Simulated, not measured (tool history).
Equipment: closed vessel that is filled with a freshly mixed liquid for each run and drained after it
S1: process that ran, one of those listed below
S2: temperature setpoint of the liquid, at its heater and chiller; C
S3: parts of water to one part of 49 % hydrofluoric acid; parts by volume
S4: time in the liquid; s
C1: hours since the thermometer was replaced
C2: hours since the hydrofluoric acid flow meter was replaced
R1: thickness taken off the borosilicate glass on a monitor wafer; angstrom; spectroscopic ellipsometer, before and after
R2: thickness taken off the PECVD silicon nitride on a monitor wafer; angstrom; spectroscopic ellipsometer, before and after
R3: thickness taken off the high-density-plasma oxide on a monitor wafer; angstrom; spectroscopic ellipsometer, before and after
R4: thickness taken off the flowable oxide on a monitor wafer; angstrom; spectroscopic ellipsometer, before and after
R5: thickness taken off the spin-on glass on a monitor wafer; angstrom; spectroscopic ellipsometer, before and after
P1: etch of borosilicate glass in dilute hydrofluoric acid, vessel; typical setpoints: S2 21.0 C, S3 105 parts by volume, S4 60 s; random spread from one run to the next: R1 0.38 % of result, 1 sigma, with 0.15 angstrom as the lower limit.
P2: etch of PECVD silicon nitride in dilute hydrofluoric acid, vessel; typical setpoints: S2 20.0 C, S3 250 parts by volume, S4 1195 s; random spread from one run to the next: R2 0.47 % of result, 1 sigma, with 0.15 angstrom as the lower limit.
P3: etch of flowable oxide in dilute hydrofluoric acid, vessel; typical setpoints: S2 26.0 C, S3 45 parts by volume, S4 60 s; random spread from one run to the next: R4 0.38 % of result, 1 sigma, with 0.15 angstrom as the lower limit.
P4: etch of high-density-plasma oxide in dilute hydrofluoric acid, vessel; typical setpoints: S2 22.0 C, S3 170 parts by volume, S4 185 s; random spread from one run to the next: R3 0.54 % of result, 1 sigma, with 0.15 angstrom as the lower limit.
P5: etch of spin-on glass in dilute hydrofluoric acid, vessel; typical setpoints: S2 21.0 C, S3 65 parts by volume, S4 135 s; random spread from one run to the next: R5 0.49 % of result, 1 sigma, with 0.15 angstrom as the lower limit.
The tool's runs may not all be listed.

| run | hour | S1 | S2 | S3 | S4 | C1 | C2 | R1 | R2 | R3 | R4 | R5 |
|---|---|---|---|---|---|---|---|---|---|---|---|---|
| 1 | 8.7 | P1 | 21.0 | 105 | 60 | 425.8 | 1558.0 | 221.54 |  |  |  |  |
| 2 | 16.6 | P2 | 20.0 | 250 | 1195 | 433.7 | 1565.9 |  | 177.270 |  |  |  |
| 3 | 25.3 | P4 | 22.0 | 60 | 185 | 442.4 | 1574.6 |  |  | 187.980 |  |  |
| 4 | 39.4 | P1 | 21.0 | 105 | 60 | 456.5 | 1588.7 | 224.17 |  |  |  |  |
| 5 | 48.5 | P3 | 26.0 | 75 | 60 | 465.6 | 1597.8 |  |  |  | 314.88 |  |
| 6 | 55.3 | P1 | 21.0 | 105 | 60 | 472.4 | 1604.6 | 222.43 |  |  |  |  |
| 7 | 65.1 | P1 | 21.0 | 105 | 30 | 482.2 | 1614.4 | 111.29 |  |  |  |  |
| 8 | 77.5 | P5 | 28.0 | 65 | 135 | 494.6 | 1626.8 |  |  |  |  | 754.63 |
| 9 | 84.8 | P2 | 17.0 | 250 | 1195 | 501.9 | 1634.1 |  | 144.060 |  |  |  |
| 10 | 93.5 | P4 | 22.0 | 170 | 185 | 510.6 | 1642.8 |  |  | 57.901 |  |  |
| 11 | 107.9 | P4 | 17.0 | 170 | 185 | 525.0 | 1657.2 |  |  | 46.993 |  |  |
| 12 | 119.0 | P1 | 21.0 | 105 | 90 | 536.1 | 1668.3 | 335.22 |  |  |  |  |
| 13 | 126.8 | P5 | 21.0 | 65 | 135 | 543.9 | 1676.1 |  |  |  |  | 572.72 |
| 14 | 139.8 | P1 | 21.0 | 140 | 60 | 556.9 | 1689.1 | 160.19 |  |  |  |  |
| 15 | 154.2 | P3 | 26.0 | 45 | 60 | 571.3 | 1703.5 |  |  |  | 545.92 |  |
| 16 | 165.4 | P1 | 17.0 | 105 | 60 | 582.5 | 1714.7 | 190.34 |  |  |  |  |
| 17 | 175.0 | P3 | 26.0 | 45 | 60 | 592.1 | 1724.3 |  |  |  | 545.03 |  |
| 18 | 186.3 | P5 | 21.0 | 65 | 30 | 603.4 | 1735.6 |  |  |  |  | 126.16 |
| 19 | 195.0 | P1 | 21.0 | 105 | 60 | 612.1 | 1744.3 | 223.84 |  |  |  |  |
| 20 | 204.5 | P1 | 28.5 | 105 | 60 | 621.6 | 1753.8 | 299.26 |  |  |  |  |
| 21 | 217.2 | P3 | 26.0 | 45 | 115 | 634.3 | 1766.5 |  |  |  | 1040.70 |  |
| 22 | 230.9 | P5 | 21.0 | 40 | 135 | 648.0 | 1780.2 |  |  |  |  | 953.53 |
| 23 | 237.3 | P1 | 21.0 | 105 | 60 | 654.4 | 1786.6 | 223.40 |  |  |  |  |
| 24 | 245.6 | P1 | 21.0 | 25 | 60 | 662.7 | 1794.9 | 1031.90 |  |  |  |  |
| 25 | 258.8 | P4 | 22.0 | 170 | 75 | 675.9 | 1808.1 |  |  | 23.271 |  |  |
| 26 | 273.2 | P1 | 21.0 | 105 | 60 | 690.3 | 1822.5 | 222.50 |  |  |  |  |
| 27 | 281.7 | P3 | 18.5 | 45 | 60 | 698.8 | 1831.0 |  |  |  | 400.27 |  |
| 28 | 289.6 | P2 | 20.0 | 250 | 2205 | 706.7 | 1838.9 |  | 323.890 |  |  |  |
| 29 | 299.7 | P1 | 21.0 | 60 | 35 | 716.8 | 1849.0 | 240.20 |  |  |  |  |
| 30 | 309.6 | P2 | 20.0 | 450 | 1195 | 726.7 | 1858.9 |  | 99.026 |  |  |  |
| 31 | 321.0 | P1 | 21.0 | 105 | 60 | 738.1 | 1870.3 | 222.87 |  |  |  |  |
| 32 | 330.1 | P1 | 21.0 | 105 | 60 | 747.2 | 1879.4 | 215.60 |  |  |  |  |
| 33 | 337.8 | P1 | 21.0 | 105 | 60 | 754.9 | 1887.1 | 211.95 |  |  |  |  |
| 34 | 348.8 | P1 | 21.0 | 105 | 60 | 765.9 | 1898.1 | 208.75 |  |  |  |  |
| 35 | 360.5 | P1 | 21.0 | 105 | 60 | 777.6 | 1909.8 | 206.46 |  |  |  |  |
| 36 | 368.0 | P1 | 21.0 | 105 | 60 | 785.1 | 1917.3 | 206.44 |  |  |  |  |
| 37 | 378.3 | P1 | 21.0 | 105 | 60 | 795.4 | 1927.6 | 204.48 |  |  |  |  |
| 38 | 386.3 | P1 | 21.0 | 105 | 60 | 803.4 | 1935.6 | 205.43 |  |  |  |  |
| 39 | 395.2 | P1 | 21.0 | 105 | 60 | 812.3 | 1944.5 | 205.22 |  |  |  |  |

The log shows P1 creeping away from where it was. Any of the 2 causes listed here, at the size stated for it, fits the log just as well as the others:
A: liquid colder than its thermometer reads (K) = 2.09
B: hydrofluoric acid flow below the setpoint (%) = 7.31
The onset of the drift is placed at about hour 321.0.

Of the 4 check runs listed below, each run on one wafer and each result written as a question mark, which would let you distinguish the listed causes because they would give clearly different results?
| check 1 | 404.1 | P2 | 17.0 | 250 | 1825 |  |  |  | ? |  |  |  |
| check 2 | 404.1 | P3 | 23.0 | 45 | 110 |  |  |  |  |  | ? |  |
| check 3 | 404.1 | P5 | 25.5 | 65 | 135 |  |  |  |  |  |  | ? |
| check 4 | 404.1 | P4 | 22.0 | 70 | 115 |  |  |  |  | ? |  |  |

Predicted outcomes, by check and by cause:
| check | result | if A | if B |
|---|---|---|---|
| check 1 | R2 | 191.300 | 204.730 |
| check 2 | R4 | 810.75 | 816.61 |
| check 3 | R5 | 629.11 | 630.27 |
| check 4 | R3 | 89.872 | 90.252 |
Minimum pairwise separation of causes per check, each pair taken at its best-separating result: check 1 6.79 %; check 2 0.72 %; check 3 0.18 %; check 4 0.42 %
Check 1 tells the causes apart: in the others they would give nearly the same result.

Then check 1 was run and gave: R2 191.240 angstrom. Which cause is it?

It was cause A: liquid colder than its thermometer reads (K).
